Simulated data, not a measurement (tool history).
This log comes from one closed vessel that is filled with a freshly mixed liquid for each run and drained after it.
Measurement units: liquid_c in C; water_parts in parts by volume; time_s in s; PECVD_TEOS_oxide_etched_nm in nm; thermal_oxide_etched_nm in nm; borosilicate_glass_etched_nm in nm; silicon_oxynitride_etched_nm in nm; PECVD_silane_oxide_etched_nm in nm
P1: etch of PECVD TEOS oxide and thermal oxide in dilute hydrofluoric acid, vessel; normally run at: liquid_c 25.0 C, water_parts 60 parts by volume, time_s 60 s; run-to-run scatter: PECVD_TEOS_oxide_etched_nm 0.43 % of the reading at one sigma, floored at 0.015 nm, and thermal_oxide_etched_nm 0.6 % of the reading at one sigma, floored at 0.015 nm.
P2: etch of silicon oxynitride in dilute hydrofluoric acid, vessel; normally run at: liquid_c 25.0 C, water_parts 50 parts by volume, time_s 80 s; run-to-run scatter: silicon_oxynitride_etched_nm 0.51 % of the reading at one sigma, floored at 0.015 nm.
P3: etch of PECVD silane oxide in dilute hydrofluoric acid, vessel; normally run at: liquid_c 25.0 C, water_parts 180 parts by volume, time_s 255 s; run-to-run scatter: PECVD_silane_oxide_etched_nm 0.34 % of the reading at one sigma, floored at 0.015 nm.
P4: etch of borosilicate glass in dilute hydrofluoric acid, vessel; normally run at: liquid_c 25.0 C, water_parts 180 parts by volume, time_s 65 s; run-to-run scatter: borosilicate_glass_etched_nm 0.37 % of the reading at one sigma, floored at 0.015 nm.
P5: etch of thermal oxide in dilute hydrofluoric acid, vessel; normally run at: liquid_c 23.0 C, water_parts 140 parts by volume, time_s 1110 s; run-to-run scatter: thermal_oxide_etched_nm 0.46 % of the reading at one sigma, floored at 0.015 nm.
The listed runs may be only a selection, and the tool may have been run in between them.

{"run": 1, "hour": 6.7, "process": "P1", "liquid_c": 25.0, "water_parts": 60, "time_s": 60, "PECVD_TEOS_oxide_etched_nm": 14.161, "thermal_oxide_etched_nm": 5.2983}
{"run": 2, "hour": 13.8, "process": "P4", "liquid_c": 25.0, "water_parts": 300, "time_s": 65, "borosilicate_glass_etched_nm": 5.6679}
{"run": 3, "hour": 19.5, "process": "P2", "liquid_c": 25.0, "water_parts": 50, "time_s": 80, "silicon_oxynitride_etched_nm": 4.2368}
{"run": 4, "hour": 25.0, "process": "P4", "liquid_c": 25.0, "water_parts": 180, "time_s": 35, "borosilicate_glass_etched_nm": 5.7569}
{"run": 5, "hour": 30.4, "process": "P3", "liquid_c": 25.0, "water_parts": 180, "time_s": 30, "PECVD_silane_oxide_etched_nm": 4.5282}
{"run": 6, "hour": 34.2, "process": "P1", "liquid_c": 25.0, "water_parts": 60, "time_s": 60, "PECVD_TEOS_oxide_etched_nm": 14.143, "thermal_oxide_etched_nm": 5.2121}
{"run": 7, "hour": 39.1, "process": "P3", "liquid_c": 25.0, "water_parts": 50, "time_s": 255, "PECVD_silane_oxide_etched_nm": 161.79}
{"hour": 40.9, "done": "thermometer replaced"}
{"run": 8, "hour": 45.7, "process": "P1", "liquid_c": 25.0, "water_parts": 85, "time_s": 60, "PECVD_TEOS_oxide_etched_nm": 9.6491, "thermal_oxide_etched_nm": 3.5925}
{"run": 9, "hour": 52.2, "process": "P1", "liquid_c": 25.0, "water_parts": 20, "time_s": 60, "PECVD_TEOS_oxide_etched_nm": 44.821, "thermal_oxide_etched_nm": 16.629}
{"run": 10, "hour": 56.0, "process": "P1", "liquid_c": 25.0, "water_parts": 60, "time_s": 95, "PECVD_TEOS_oxide_etched_nm": 22.248, "thermal_oxide_etched_nm": 8.3449}
{"run": 11, "hour": 62.7, "process": "P1", "liquid_c": 25.0, "water_parts": 60, "time_s": 60, "PECVD_TEOS_oxide_etched_nm": 14.099, "thermal_oxide_etched_nm": 5.2183}
{"run": 12, "hour": 66.9, "process": "P1", "liquid_c": 25.0, "water_parts": 60, "time_s": 60, "PECVD_TEOS_oxide_etched_nm": 14.122, "thermal_oxide_etched_nm": 5.2042}
{"run": 13, "hour": 73.6, "process": "P4", "liquid_c": 25.0, "water_parts": 180, "time_s": 65, "borosilicate_glass_etched_nm": 10.753}
{"run": 14, "hour": 78.3, "process": "P4", "liquid_c": 31.5, "water_parts": 180, "time_s": 65, "borosilicate_glass_etched_nm": 13.539}
{"run": 15, "hour": 82.5, "process": "P2", "liquid_c": 25.0, "water_parts": 50, "time_s": 80, "silicon_oxynitride_etched_nm": 4.2787}
{"run": 16, "hour": 87.5, "process": "P2", "liquid_c": 25.0, "water_parts": 90, "time_s": 80, "silicon_oxynitride_etched_nm": 2.296}
{"run": 17, "hour": 93.0, "process": "P2", "liquid_c": 33.0, "water_parts": 50, "time_s": 80, "silicon_oxynitride_etched_nm": 6.1913}
{"run": 18, "hour": 97.0, "process": "P2", "liquid_c": 25.0, "water_parts": 50, "time_s": 135, "silicon_oxynitride_etched_nm": 7.249}
{"run": 19, "hour": 101.0, "process": "P1", "liquid_c": 17.0, "water_parts": 60, "time_s": 60, "PECVD_TEOS_oxide_etched_nm": 10.049, "thermal_oxide_etched_nm": 3.774}
{"run": 20, "hour": 107.2, "process": "P1", "liquid_c": 29.0, "water_parts": 60, "time_s": 110, "PECVD_TEOS_oxide_etched_nm": 30.319, "thermal_oxide_etched_nm": 11.354}
{"run": 21, "hour": 110.8, "process": "P5", "liquid_c": 23.0, "water_parts": 210, "time_s": 1110, "thermal_oxide_etched_nm": 20.397}
{"run": 22, "hour": 114.5, "process": "P1", "liquid_c": 21.5, "water_parts": 60, "time_s": 30, "PECVD_TEOS_oxide_etched_nm": 6.1347, "thermal_oxide_etched_nm": 2.2807}
{"run": 23, "hour": 119.3, "process": "P1", "liquid_c": 25.0, "water_parts": 60, "time_s": 35, "PECVD_TEOS_oxide_etched_nm": 8.2368, "thermal_oxide_etched_nm": 3.0432}
{"run": 24, "hour": 126.2, "process": "P5", "liquid_c": 23.0, "water_parts": 140, "time_s": 1110, "thermal_oxide_etched_nm": 32.672}
{"run": 25, "hour": 132.8, "process": "P5", "liquid_c": 23.0, "water_parts": 140, "time_s": 385, "thermal_oxide_etched_nm": 11.301}
{"run": 26, "hour": 139.8, "process": "P5", "liquid_c": 17.0, "water_parts": 140, "time_s": 1110, "thermal_oxide_etched_nm": 25.898}
{"run": 27, "hour": 143.3, "process": "P1", "liquid_c": 30.5, "water_parts": 60, "time_s": 60, "PECVD_TEOS_oxide_etched_nm": 17.35, "thermal_oxide_etched_nm": 6.5385}
{"run": 28, "hour": 149.1, "process": "P3", "liquid_c": 30.0, "water_parts": 180, "time_s": 255, "PECVD_silane_oxide_etched_nm": 45.667}
{"run": 29, "hour": 154.4, "process": "P3", "liquid_c": 25.0, "water_parts": 180, "time_s": 255, "PECVD_silane_oxide_etched_nm": 38.065}
{"run": 30, "hour": 161.4, "process": "P1", "liquid_c": 25.0, "water_parts": 60, "time_s": 60, "PECVD_TEOS_oxide_etched_nm": 14.168, "thermal_oxide_etched_nm": 5.1718}
{"run": 31, "hour": 166.1, "process": "P1", "liquid_c": 25.0, "water_parts": 60, "time_s": 60, "PECVD_TEOS_oxide_etched_nm": 13.555, "thermal_oxide_etched_nm": 5.0506}
{"run": 32, "hour": 170.5, "process": "P1", "liquid_c": 25.0, "water_parts": 60, "time_s": 60, "PECVD_TEOS_oxide_etched_nm": 13.405, "thermal_oxide_etched_nm": 5.0242}
{"run": 33, "hour": 176.4, "process": "P1", "liquid_c": 25.0, "water_parts": 60, "time_s": 60, "PECVD_TEOS_oxide_etched_nm": 13.098, "thermal_oxide_etched_nm": 4.8189}
{"run": 34, "hour": 180.6, "process": "P1", "liquid_c": 25.0, "water_parts": 60, "time_s": 60, "PECVD_TEOS_oxide_etched_nm": 13.175, "thermal_oxide_etched_nm": 4.8619}
{"run": 35, "hour": 184.3, "process": "P1", "liquid_c": 25.0, "water_parts": 60, "time_s": 60, "PECVD_TEOS_oxide_etched_nm": 13.143, "thermal_oxide_etched_nm": 4.876}
{"run": 36, "hour": 191.1, "process": "P1", "liquid_c": 25.0, "water_parts": 60, "time_s": 60, "PECVD_TEOS_oxide_etched_nm": 13.085, "thermal_oxide_etched_nm": 4.8316}
{"run": 37, "hour": 197.8, "process": "P1", "liquid_c": 25.0, "water_parts": 60, "time_s": 60, "PECVD_TEOS_oxide_etched_nm": 13.045, "thermal_oxide_etched_nm": 4.7833}

Compared with where it was, what P1 gives has crept away. Each cause listed below fits the log as well as the rest, at the size given for it:
A: liquid colder than its thermometer reads (K) = 1.91
B: hydrofluoric acid flow below the setpoint (%) = 6.91
The drift started at roughly hour 161.4.

Listed below are the offered check runs, one wafer per run, with question marks in place of results. For which of them would the causes give clearly different outcomes?
{"run": "check 1", "hour": 204.5, "process": "P2", "liquid_c": 33.0, "water_parts": 75, "time_s": 80, "silicon_oxynitride_etched_nm": "?"}
{"run": "check 2", "hour": 204.5, "process": "P4", "liquid_c": 31.0, "water_parts": 300, "time_s": 65, "borosilicate_glass_etched_nm": "?"}
{"run": "check 3", "hour": 204.5, "process": "P3", "liquid_c": 25.0, "water_parts": 75, "time_s": 85, "PECVD_silane_oxide_etched_nm": "?"}
{"run": "check 4", "hour": 204.5, "process": "P5", "liquid_c": 19.0, "water_parts": 140, "time_s": 705, "thermal_oxide_etched_nm": "?"}

If the cause were each of the candidates in turn, the checks would give the following:
check=check_1 result=silicon_oxynitride_etched_nm if_A=3.6820 if_B=3.7106
check=check_2 result=borosilicate_glass_etched_nm if_A=6.5033 if_B=6.2808
check=check_3 result=PECVD_silane_oxide_etched_nm if_A=32.1220 if_B=32.0630
check=check_4 result=thermal_oxide_etched_nm if_A=16.4420 if_B=16.3720
Per-check spread between the two closest causes, in the result where they differ most: check 1 0.77 %; check 2 3.48 %; check 3 0.18 %; check 4 0.43 %
Of the check runs offered, only check 2 discriminates between the causes; the rest would read about the same regardless of which cause applies.

Check 2 was carried out, with these results: borosilicate_glass_etched_nm 6.2800 nm. Which of the listed causes is responsible?

B is the cause: hydrofluoric acid flow below the setpoint (%).
